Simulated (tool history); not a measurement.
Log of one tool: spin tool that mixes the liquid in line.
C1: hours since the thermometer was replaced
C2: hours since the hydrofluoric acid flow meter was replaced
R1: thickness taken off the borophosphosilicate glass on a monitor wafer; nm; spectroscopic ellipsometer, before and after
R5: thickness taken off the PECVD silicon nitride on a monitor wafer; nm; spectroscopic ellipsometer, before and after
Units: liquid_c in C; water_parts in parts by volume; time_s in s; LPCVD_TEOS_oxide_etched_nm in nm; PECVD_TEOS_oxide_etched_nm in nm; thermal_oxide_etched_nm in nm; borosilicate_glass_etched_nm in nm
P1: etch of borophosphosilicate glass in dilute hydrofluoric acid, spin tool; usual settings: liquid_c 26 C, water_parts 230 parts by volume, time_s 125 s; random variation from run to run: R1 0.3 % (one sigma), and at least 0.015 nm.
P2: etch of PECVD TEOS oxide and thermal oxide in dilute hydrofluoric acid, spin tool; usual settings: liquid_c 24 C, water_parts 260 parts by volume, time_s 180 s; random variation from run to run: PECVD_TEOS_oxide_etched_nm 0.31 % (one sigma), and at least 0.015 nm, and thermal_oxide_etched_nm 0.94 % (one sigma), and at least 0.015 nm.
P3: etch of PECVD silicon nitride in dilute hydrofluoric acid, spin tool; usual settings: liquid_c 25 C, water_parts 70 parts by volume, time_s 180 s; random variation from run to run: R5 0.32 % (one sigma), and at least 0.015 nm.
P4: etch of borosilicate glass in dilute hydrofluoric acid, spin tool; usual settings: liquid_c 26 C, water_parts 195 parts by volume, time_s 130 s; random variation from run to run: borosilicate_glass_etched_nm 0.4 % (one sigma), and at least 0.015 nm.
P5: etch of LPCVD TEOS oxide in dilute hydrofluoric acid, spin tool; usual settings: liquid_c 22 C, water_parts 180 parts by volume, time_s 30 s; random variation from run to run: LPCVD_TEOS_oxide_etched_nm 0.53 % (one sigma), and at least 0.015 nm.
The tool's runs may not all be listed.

Run 1, hour 4.4: process P1, liquid_c 26 C, water_parts 230 parts by volume, time_s 125 s; C1 507.7; C2 1013.6. Result: R1 17.021 nm.
Run 2, hour 8.3: process P5, liquid_c 17.5 C, water_parts 180 parts by volume, time_s 30 s; C1 511.6; C2 1017.5. Result: LPCVD_TEOS_oxide_etched_nm 6.7298 nm.
Run 3, hour 14.4: process P1, liquid_c 26 C, water_parts 230 parts by volume, time_s 125 s; C1 517.7; C2 1023.6. Result: R1 17.124 nm.
Run 4, hour 19.2: process P2, liquid_c 17 C, water_parts 260 parts by volume, time_s 180 s; C1 522.5; C2 1028.4. Result: PECVD_TEOS_oxide_etched_nm 12.129 nm, thermal_oxide_etched_nm 2.062 nm.
Run 5, hour 27.2: process P1, liquid_c 26 C, water_parts 65 parts by volume, time_s 125 s; C1 530.5; C2 1036.4. Result: R1 73.647 nm.
Run 6, hour 33.1: process P3, liquid_c 18.5 C, water_parts 70 parts by volume, time_s 180 s; C1 536.4; C2 1042.3. Result: R5 6.6011 nm.
Run 7, hour 39.5: process P4, liquid_c 30.5 C, water_parts 195 parts by volume, time_s 130 s; C1 542.8; C2 1048.7. Result: borosilicate_glass_etched_nm 36.068 nm.
Run 8, hour 47.2: process P5, liquid_c 22 C, water_parts 180 parts by volume, time_s 15 s; C1 550.5; C2 1056.4. Result: LPCVD_TEOS_oxide_etched_nm 4.0563 nm.
Run 9, hour 52.5: process P1, liquid_c 21.5 C, water_parts 305 parts by volume, time_s 125 s; C1 555.8; C2 1061.7. Result: R1 10.196 nm.
Run 10, hour 57.7: process P4, liquid_c 26 C, water_parts 195 parts by volume, time_s 240 s; C1 561; C2 1066.9. Result: borosilicate_glass_etched_nm 56.462 nm.
Run 11, hour 64.6: process P5, liquid_c 22 C, water_parts 245 parts by volume, time_s 30 s; C1 567.9; C2 1073.8. Result: LPCVD_TEOS_oxide_etched_nm 5.4809 nm.
Run 12, hour 68.4: process P2, liquid_c 24 C, water_parts 385 parts by volume, time_s 180 s; C1 571.7; C2 1077.6. Result: PECVD_TEOS_oxide_etched_nm 9.4098 nm, thermal_oxide_etched_nm 1.6584 nm.
Run 13, hour 76.8: process P3, liquid_c 25 C, water_parts 70 parts by volume, time_s 320 s; C1 580.1; C2 1086. Result: R5 18.206 nm.
Run 14, hour 83: process P1, liquid_c 26 C, water_parts 230 parts by volume, time_s 125 s; C1 586.3; C2 1092.2. Result: R1 17.11 nm.
Run 15, hour 90.2: process P1, liquid_c 20.5 C, water_parts 150 parts by volume, time_s 125 s; C1 593.5; C2 1099.4. Result: R1 23.202 nm.
Run 16, hour 97.3: process P3, liquid_c 25 C, water_parts 120 parts by volume, time_s 180 s; C1 600.6; C2 1106.5. Result: R5 6.0079 nm.
Run 17, hour 102.4: process P1, liquid_c 34 C, water_parts 230 parts by volume, time_s 125 s; C1 605.7; C2 1111.6. Result: R1 22.401 nm.
Run 18, hour 108.2: process P1, liquid_c 26 C, water_parts 230 parts by volume, time_s 190 s; C1 611.5; C2 1117.4. Result: R1 25.966 nm.
Run 19, hour 115.1: process P4, liquid_c 26 C, water_parts 195 parts by volume, time_s 130 s; C1 618.4; C2 1124.3. Result: borosilicate_glass_etched_nm 30.701 nm.
Run 20, hour 122.6: process P2, liquid_c 24 C, water_parts 260 parts by volume, time_s 180 s; C1 625.9; C2 1131.8. Result: PECVD_TEOS_oxide_etched_nm 15.726 nm, thermal_oxide_etched_nm 2.7002 nm.
Run 21, hour 128.2: process P3, liquid_c 25 C, water_parts 70 parts by volume, time_s 180 s; C1 631.5; C2 1137.4. Result: R5 10.319 nm.
Run 22, hour 135.1: process P1, liquid_c 26 C, water_parts 340 parts by volume, time_s 125 s; C1 638.4; C2 1144.3. Result: R1 10.318 nm.
Run 23, hour 142.8: process P1, liquid_c 26 C, water_parts 230 parts by volume, time_s 40 s; C1 646.1; C2 1152. Result: R1 5.453 nm.
Run 24, hour 149.8: process P2, liquid_c 24 C, water_parts 260 parts by volume, time_s 180 s; C1 653.1; C2 1159. Result: PECVD_TEOS_oxide_etched_nm 15.696 nm, thermal_oxide_etched_nm 2.6676 nm.
Run 25, hour 156.6: process P1, liquid_c 19 C, water_parts 230 parts by volume, time_s 125 s; C1 659.9; C2 1165.8. Result: R1 13.139 nm.
Run 26, hour 161.7: process P4, liquid_c 26 C, water_parts 355 parts by volume, time_s 130 s; C1 665; C2 1170.9. Result: borosilicate_glass_etched_nm 14.314 nm.
Run 27, hour 165.7: process P2, liquid_c 24 C, water_parts 260 parts by volume, time_s 315 s; C1 669; C2 1174.9. Result: PECVD_TEOS_oxide_etched_nm 27.409 nm, thermal_oxide_etched_nm 4.7713 nm.
Run 28, hour 172.1: process P1, liquid_c 26 C, water_parts 230 parts by volume, time_s 125 s; C1 675.4; C2 1181.3. Result: R1 17.085 nm.
Run 29, hour 179.4: process P5, liquid_c 22 C, water_parts 180 parts by volume, time_s 30 s; C1 682.7; C2 1188.6. Result: LPCVD_TEOS_oxide_etched_nm 8.0134 nm.
Run 30, hour 184.7: process P1, liquid_c 26 C, water_parts 230 parts by volume, time_s 125 s; C1 688; C2 1193.9. Result: R1 17.035 nm.
Run 31, hour 192.2: process P1, liquid_c 26 C, water_parts 230 parts by volume, time_s 125 s; C1 695.5; C2 1201.4. Result: R1 16.641 nm.

The next listed run, before its measurement:
Run 32, hour 199: process P1, liquid_c 26 C, water_parts 230 parts by volume, time_s 125 s; C1 702.3; C2 1208.2. Result: R1 ?.

Run 32 gave R1 16.366 nm.
